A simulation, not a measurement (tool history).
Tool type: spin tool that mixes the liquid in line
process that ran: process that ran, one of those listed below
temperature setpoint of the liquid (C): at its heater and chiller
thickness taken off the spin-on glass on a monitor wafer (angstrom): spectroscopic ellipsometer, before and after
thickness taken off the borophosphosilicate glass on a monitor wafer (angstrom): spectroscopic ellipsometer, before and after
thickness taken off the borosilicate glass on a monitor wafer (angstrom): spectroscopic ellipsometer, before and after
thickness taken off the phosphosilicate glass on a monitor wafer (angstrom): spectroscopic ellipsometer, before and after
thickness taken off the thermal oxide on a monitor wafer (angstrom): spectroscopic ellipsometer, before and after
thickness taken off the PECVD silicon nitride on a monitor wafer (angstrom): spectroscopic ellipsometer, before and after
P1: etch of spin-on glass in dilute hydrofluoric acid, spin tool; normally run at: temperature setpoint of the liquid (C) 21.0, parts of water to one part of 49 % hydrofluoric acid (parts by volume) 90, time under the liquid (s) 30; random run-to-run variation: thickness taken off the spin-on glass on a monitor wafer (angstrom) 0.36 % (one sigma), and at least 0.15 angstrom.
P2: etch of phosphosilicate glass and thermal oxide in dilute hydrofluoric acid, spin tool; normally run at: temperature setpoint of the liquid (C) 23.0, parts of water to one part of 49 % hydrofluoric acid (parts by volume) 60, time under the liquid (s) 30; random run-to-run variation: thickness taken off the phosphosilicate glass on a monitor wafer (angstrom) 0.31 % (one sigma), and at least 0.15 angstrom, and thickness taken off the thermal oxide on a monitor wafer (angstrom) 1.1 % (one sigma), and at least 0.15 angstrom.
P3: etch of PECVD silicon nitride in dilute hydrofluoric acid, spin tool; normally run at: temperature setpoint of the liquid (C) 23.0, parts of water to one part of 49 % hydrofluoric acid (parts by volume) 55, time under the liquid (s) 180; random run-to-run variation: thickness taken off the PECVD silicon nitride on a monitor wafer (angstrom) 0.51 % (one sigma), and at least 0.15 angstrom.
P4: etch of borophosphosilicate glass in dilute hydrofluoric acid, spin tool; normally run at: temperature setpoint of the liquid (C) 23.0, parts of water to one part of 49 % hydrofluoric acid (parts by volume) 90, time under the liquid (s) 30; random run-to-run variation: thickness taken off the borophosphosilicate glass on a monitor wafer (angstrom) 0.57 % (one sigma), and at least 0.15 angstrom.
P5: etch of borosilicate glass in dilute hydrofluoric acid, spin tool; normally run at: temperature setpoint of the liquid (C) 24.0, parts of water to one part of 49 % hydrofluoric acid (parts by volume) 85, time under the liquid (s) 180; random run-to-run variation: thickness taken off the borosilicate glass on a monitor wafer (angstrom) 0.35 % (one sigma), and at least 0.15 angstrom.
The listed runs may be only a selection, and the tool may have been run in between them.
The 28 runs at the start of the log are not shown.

run	hour	process that ran	temperature setpoint of the liquid (C)	parts of water to one part of 49 % hydrofluoric acid (parts by volume)	time under the liquid (s)	hours since the thermometer was replaced	hours since the hydrofluoric acid flow meter was replaced	thickness taken off the spin-on glass on a monitor wafer (angstrom)	thickness taken off the borophosphosilicate glass on a monitor wafer (angstrom)	thickness taken off the borosilicate glass on a monitor wafer (angstrom)	thickness taken off the phosphosilicate glass on a monitor wafer (angstrom)	thickness taken off the thermal oxide on a monitor wafer (angstrom)	thickness taken off the PECVD silicon nitride on a monitor wafer (angstrom)
29	245.1	P1	21.0	90	60	1838.4	107.1	227.220					
30	250.7	P5	24.0	85	285	1844.0	112.7			551.61			
31	260.9	P1	25.0	90	30	1854.2	122.9	133.270					
32	269.1	P1	21.0	20	60	1862.4	131.1	1109.800					
33	276.5	P1	21.0	90	30	1869.8	138.5	112.840					
34	284.0	P1	21.0	90	30	1877.3	146.0	116.150					
35	290.2	P1	21.0	90	30	1883.5	152.2	117.900					
36	299.3	P1	21.0	90	30	1892.6	161.3	119.770					
37	306.3	P1	21.0	90	30	1899.6	168.3	120.660					
38	312.6	P1	21.0	90	30	1905.9	174.6	120.530					
39	321.8	P1	21.0	90	30	1915.1	183.8	121.340					
40	327.8	P1	21.0	90	30	1921.1	189.8	121.620					
41	333.6	P1	21.0	90	30	1926.9	195.6	122.040					
42	344.2	P1	21.0	90	30	1937.5	206.2	121.480					
43	352.5	P1	21.0	90	30	1945.8	214.5	122.730					

Forecast run 44:
44	358.3	P1	21.0	90	30	1951.6	220.3	?					

Run 44 yielded thickness taken off the spin-on glass on a monitor wafer (angstrom) 122.390.

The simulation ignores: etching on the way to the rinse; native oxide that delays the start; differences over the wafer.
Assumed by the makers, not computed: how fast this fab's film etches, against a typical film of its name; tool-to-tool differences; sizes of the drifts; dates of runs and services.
